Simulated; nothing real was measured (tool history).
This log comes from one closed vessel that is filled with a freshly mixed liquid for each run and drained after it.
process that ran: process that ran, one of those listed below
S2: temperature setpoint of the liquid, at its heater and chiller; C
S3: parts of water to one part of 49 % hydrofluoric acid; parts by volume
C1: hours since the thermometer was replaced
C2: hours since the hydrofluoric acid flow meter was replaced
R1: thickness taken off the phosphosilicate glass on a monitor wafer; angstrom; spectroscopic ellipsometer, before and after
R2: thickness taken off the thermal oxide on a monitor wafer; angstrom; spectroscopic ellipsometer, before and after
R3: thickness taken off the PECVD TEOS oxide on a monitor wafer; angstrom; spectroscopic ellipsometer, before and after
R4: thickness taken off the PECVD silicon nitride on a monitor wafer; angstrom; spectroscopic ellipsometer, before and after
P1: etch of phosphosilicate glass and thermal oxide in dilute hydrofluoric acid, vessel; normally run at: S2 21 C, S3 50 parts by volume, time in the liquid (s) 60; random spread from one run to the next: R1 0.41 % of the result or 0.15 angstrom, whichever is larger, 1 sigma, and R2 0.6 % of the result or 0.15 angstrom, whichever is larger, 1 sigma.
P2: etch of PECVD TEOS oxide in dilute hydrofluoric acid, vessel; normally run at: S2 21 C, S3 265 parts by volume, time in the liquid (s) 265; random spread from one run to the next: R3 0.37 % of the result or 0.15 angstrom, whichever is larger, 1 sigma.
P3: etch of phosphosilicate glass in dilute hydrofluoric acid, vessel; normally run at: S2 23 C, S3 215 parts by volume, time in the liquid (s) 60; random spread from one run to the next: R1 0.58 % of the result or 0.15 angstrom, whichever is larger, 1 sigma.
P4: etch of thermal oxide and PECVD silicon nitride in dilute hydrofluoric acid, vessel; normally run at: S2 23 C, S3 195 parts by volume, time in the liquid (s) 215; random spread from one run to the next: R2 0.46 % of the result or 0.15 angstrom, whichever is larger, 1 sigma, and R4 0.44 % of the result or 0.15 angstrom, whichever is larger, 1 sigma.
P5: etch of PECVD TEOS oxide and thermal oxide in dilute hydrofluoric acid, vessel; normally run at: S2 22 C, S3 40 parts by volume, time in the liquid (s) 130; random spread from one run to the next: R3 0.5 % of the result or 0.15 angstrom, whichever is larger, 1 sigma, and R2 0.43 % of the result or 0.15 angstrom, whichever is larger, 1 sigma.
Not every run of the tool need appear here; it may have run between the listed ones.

Run 1, hour 4.2: process that ran P1, S2 21 C, S3 50 parts by volume, time in the liquid (s) 60; C1 711.4; C2 242.5. Result: R1 1679.3 angstrom, R2 54.222 angstrom.
Run 2, hour 8.1: process that ran P2, S2 21 C, S3 265 parts by volume, time in the liquid (s) 265; C1 715.3; C2 246.4. Result: R3 61.922 angstrom.
At hour 10.9: thermometer replaced.
Run 3, hour 12.1: process that ran P5, S2 26 C, S3 40 parts by volume, time in the liquid (s) 130; C1 1.3; C2 250.4. Result: R2 189.13 angstrom, R3 588.01 angstrom.
Run 4, hour 15.5: process that ran P1, S2 21 C, S3 50 parts by volume, time in the liquid (s) 30; C1 4.7; C2 253.8. Result: R1 839.87 angstrom, R2 26.905 angstrom.
Run 5, hour 17.6: process that ran P4, S2 23 C, S3 195 parts by volume, time in the liquid (s) 215; C1 6.8; C2 255.9. Result: R2 44.201 angstrom, R4 53.016 angstrom.
Run 6, hour 20.6: process that ran P1, S2 21 C, S3 50 parts by volume, time in the liquid (s) 60; C1 9.8; C2 258.9. Result: R1 1680.5 angstrom, R2 54.007 angstrom.
Run 7, hour 24.4: process that ran P3, S2 23 C, S3 65 parts by volume, time in the liquid (s) 60; C1 13.6; C2 262.7. Result: R1 900.16 angstrom.
Run 8, hour 26.4: process that ran P1, S2 17 C, S3 50 parts by volume, time in the liquid (s) 60; C1 15.6; C2 264.7. Result: R1 1412.5 angstrom, R2 45.183 angstrom.
Run 9, hour 28.8: process that ran P5, S2 22 C, S3 40 parts by volume, time in the liquid (s) 130; C1 18; C2 267.1. Result: R2 159.06 angstrom, R3 499.21 angstrom.
Run 10, hour 31.7: process that ran P1, S2 26.5 C, S3 30 parts by volume, time in the liquid (s) 60; C1 20.9; C2 270. Result: R1 3575.9 angstrom, R2 116 angstrom.
Run 11, hour 33.8: process that ran P4, S2 23 C, S3 195 parts by volume, time in the liquid (s) 215; C1 23; C2 272.1. Result: R2 44.833 angstrom, R4 52.781 angstrom.
Run 12, hour 36.7: process that ran P1, S2 21 C, S3 20 parts by volume, time in the liquid (s) 60; C1 25.9; C2 275. Result: R1 4334.7 angstrom, R2 139 angstrom.
Run 13, hour 40.3: process that ran P4, S2 23 C, S3 195 parts by volume, time in the liquid (s) 410; C1 29.5; C2 278.6. Result: R2 83.946 angstrom, R4 100.82 angstrom.
Run 14, hour 42.8: process that ran P5, S2 22 C, S3 70 parts by volume, time in the liquid (s) 130; C1 32; C2 281.1. Result: R2 87.654 angstrom, R3 275.23 angstrom.
Run 15, hour 46.8: process that ran P1, S2 21 C, S3 50 parts by volume, time in the liquid (s) 60; C1 36; C2 285.1. Result: R1 1670.4 angstrom, R2 53.96 angstrom.
Run 16, hour 49.1: process that ran P3, S2 23 C, S3 215 parts by volume, time in the liquid (s) 30; C1 38.3; C2 287.4. Result: R1 114.44 angstrom.
Run 17, hour 52.7: process that ran P3, S2 17 C, S3 215 parts by volume, time in the liquid (s) 60; C1 41.9; C2 291. Result: R1 181.22 angstrom.
Run 18, hour 56.3: process that ran P2, S2 28.5 C, S3 265 parts by volume, time in the liquid (s) 265; C1 45.5; C2 294.6. Result: R3 81.403 angstrom.
Run 19, hour 59.8: process that ran P1, S2 24.5 C, S3 50 parts by volume, time in the liquid (s) 60; C1 49; C2 298.1. Result: R1 1946.2 angstrom, R2 62.716 angstrom.
Run 20, hour 62.9: process that ran P3, S2 23 C, S3 215 parts by volume, time in the liquid (s) 60; C1 52.1; C2 301.2. Result: R1 229.2 angstrom.

Expected results for the next run?
Run 21, hour 65.2: process that ran P1, S2 21 C, S3 20 parts by volume, time in the liquid (s) 110; C1 54.4; C2 303.5. Result: R1 ?, R2 ?.

Run 21 measured R1 7902.6 angstrom, R2 258.97 angstrom.

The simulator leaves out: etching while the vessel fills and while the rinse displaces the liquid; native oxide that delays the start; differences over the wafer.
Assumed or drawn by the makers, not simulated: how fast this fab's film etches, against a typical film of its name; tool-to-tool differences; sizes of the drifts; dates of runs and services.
